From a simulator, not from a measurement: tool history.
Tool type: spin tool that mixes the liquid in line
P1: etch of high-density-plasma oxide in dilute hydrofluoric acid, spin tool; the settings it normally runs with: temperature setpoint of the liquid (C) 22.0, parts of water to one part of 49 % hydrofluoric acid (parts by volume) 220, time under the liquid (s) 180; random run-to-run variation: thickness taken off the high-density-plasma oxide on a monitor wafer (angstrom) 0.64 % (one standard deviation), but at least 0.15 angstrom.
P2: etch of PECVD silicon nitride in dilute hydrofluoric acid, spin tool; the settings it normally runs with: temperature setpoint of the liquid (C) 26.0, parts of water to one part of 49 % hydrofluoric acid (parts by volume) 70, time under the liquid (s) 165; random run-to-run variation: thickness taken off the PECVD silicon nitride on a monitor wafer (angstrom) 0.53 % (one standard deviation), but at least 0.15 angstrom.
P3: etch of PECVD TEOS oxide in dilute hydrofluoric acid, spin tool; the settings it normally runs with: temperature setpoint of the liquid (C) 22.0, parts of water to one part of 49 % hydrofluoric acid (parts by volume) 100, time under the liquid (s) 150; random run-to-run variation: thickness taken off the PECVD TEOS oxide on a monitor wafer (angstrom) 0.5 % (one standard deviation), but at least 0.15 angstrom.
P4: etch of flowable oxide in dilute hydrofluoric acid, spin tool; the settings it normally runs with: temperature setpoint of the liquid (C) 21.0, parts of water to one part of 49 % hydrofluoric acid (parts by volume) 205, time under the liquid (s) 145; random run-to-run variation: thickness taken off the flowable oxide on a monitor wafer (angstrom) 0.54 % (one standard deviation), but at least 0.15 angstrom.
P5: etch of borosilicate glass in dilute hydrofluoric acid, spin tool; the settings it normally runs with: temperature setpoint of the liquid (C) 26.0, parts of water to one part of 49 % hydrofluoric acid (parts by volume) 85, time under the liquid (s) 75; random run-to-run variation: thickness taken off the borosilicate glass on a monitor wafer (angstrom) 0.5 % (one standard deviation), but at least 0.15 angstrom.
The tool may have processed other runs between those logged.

run,hour,process that ran,temperature setpoint of the liquid (C),parts of water to one part of 49 % hydrofluoric acid (parts by volume),time under the liquid (s),hours since the thermometer was replaced,hours since the hydrofluoric acid flow meter was replaced,thickness taken off the high-density-plasma oxide on a monitor wafer (angstrom),thickness taken off the borosilicate glass on a monitor wafer (angstrom),thickness taken off the PECVD TEOS oxide on a monitor wafer (angstrom),thickness taken off the PECVD silicon nitride on a monitor wafer (angstrom),thickness taken off the flowable oxide on a monitor wafer (angstrom)
1,10.8,P1,22.0,220,180,548.0,287.5,46.056,,,,
2,19.6,P5,26.0,85,145,556.8,296.3,,442.96,,,
3,29.5,P3,22.0,100,255,566.7,306.2,,,549.28,,
4,47.3,P1,22.0,310,180,584.5,324.0,29.631,,,,
5,64.6,P3,22.0,100,150,601.8,341.3,,,320.54,,
6,82.1,P1,22.0,340,340,619.3,358.8,49.962,,,,
7,90.7,P3,29.5,100,150,627.9,367.4,,,427.90,,
8,105.6,P1,22.0,220,180,642.8,382.3,45.194,,,,
9,122.9,P1,22.0,220,75,660.1,399.6,18.723,,,,
10,141.8,P1,17.0,220,180,679.0,418.5,37.596,,,,
11,154.8,P2,26.0,70,15,692.0,431.5,,,,4.1818,
12,169.8,P5,20.0,85,75,707.0,446.5,,176.81,,,
13,181.5,P4,21.0,205,30,718.7,458.2,,,,,60.975
14,198.9,P3,22.0,180,150,736.1,475.6,,,163.27,,
15,218.2,P4,21.0,205,145,755.4,494.9,,,,,295.180
16,233.7,P2,33.5,70,165,770.9,510.4,,,,77.8690,
17,247.2,P5,26.0,85,75,784.4,523.9,,225.23,,,
18,262.6,P1,29.5,220,180,799.8,539.3,60.079,,,,
19,274.0,P5,26.0,150,75,811.2,550.7,,119.06,,,
20,292.9,P1,22.0,60,180,830.1,569.6,198.240,,,,
# hour 297.1: thermometer replaced
21,307.0,P4,21.0,125,145,10.0,583.7,,,,,530.440
22,316.5,P1,22.0,220,180,19.5,593.2,45.511,,,,
23,326.1,P1,17.0,335,180,29.1,602.8,22.206,,,,
24,336.3,P4,17.0,205,145,39.3,613.0,,,,,250.810
25,351.8,P3,22.0,100,150,54.8,628.5,,,324.61,,
26,368.8,P1,22.0,220,180,71.8,645.5,45.771,,,,
27,381.8,P1,22.0,220,180,84.8,658.5,46.370,,,,
28,393.9,P1,22.0,220,305,96.9,670.6,77.339,,,,
29,406.6,P2,26.0,70,165,109.6,683.3,,,,49.1680,
30,421.8,P2,26.0,25,165,124.8,698.5,,,,133.4000,
31,436.9,P5,26.0,85,75,139.9,713.6,,228.36,,,
32,446.5,P1,22.0,220,180,149.5,723.2,45.407,,,,
33,461.6,P1,22.0,220,180,164.6,738.3,43.903,,,,
34,473.5,P1,22.0,220,180,176.5,750.2,44.259,,,,
35,490.6,P1,22.0,220,180,193.6,767.3,42.997,,,,
36,500.6,P1,22.0,220,180,203.6,777.3,43.131,,,,
37,514.2,P1,22.0,220,180,217.2,790.9,43.292,,,,
38,530.2,P1,22.0,220,180,233.2,806.9,42.685,,,,
39,538.9,P1,22.0,220,180,241.9,815.6,43.019,,,,

What P1 gives has crept away from where it was. These 2 causes fit the log equally well, each at the size given:
A: liquid colder than its thermometer reads (K) = 1.6
B: hydrofluoric acid flow below the setpoint (%) = 4.77
The drift started at roughly hour 446.5.

Which of the 4 check runs listed below, each an average over 2 wafers with its results shown as question marks, gives clearly different results under the different listed causes?
check 1,547.6,P3,28.5,180,150,,,,,?,,
check 2,547.6,P5,26.0,145,75,,,,?,,,
check 3,547.6,P4,17.0,205,145,,,,,,,?
check 4,547.6,P2,26.0,70,80,,,,,,?,

Check results expected under each cause:
check,result,if A,if B
check 1,thickness taken off the PECVD TEOS oxide on a monitor wafer (angstrom),196.51,196.07
check 2,thickness taken off the borosilicate glass on a monitor wafer (angstrom),116.20,116.56
check 3,thickness taken off the flowable oxide on a monitor wafer (angstrom),236.490,237.920
check 4,thickness taken off the PECVD silicon nitride on a monitor wafer (angstrom),21.1190,22.3700
Distance between the nearest two causes, measured in the result of the check that separates them most: check 1 0.22 %; check 2 0.31 %; check 3 0.6 %; check 4 5.75 %
Only in check 4 would the causes give clearly different results; in the remaining checks their results would be nearly the same.

Check 4 has now been run. It gave: thickness taken off the PECVD silicon nitride on a monitor wafer (angstrom) 21.1260. Which of the candidate causes is it?

The cause is A: liquid colder than its thermometer reads (K).

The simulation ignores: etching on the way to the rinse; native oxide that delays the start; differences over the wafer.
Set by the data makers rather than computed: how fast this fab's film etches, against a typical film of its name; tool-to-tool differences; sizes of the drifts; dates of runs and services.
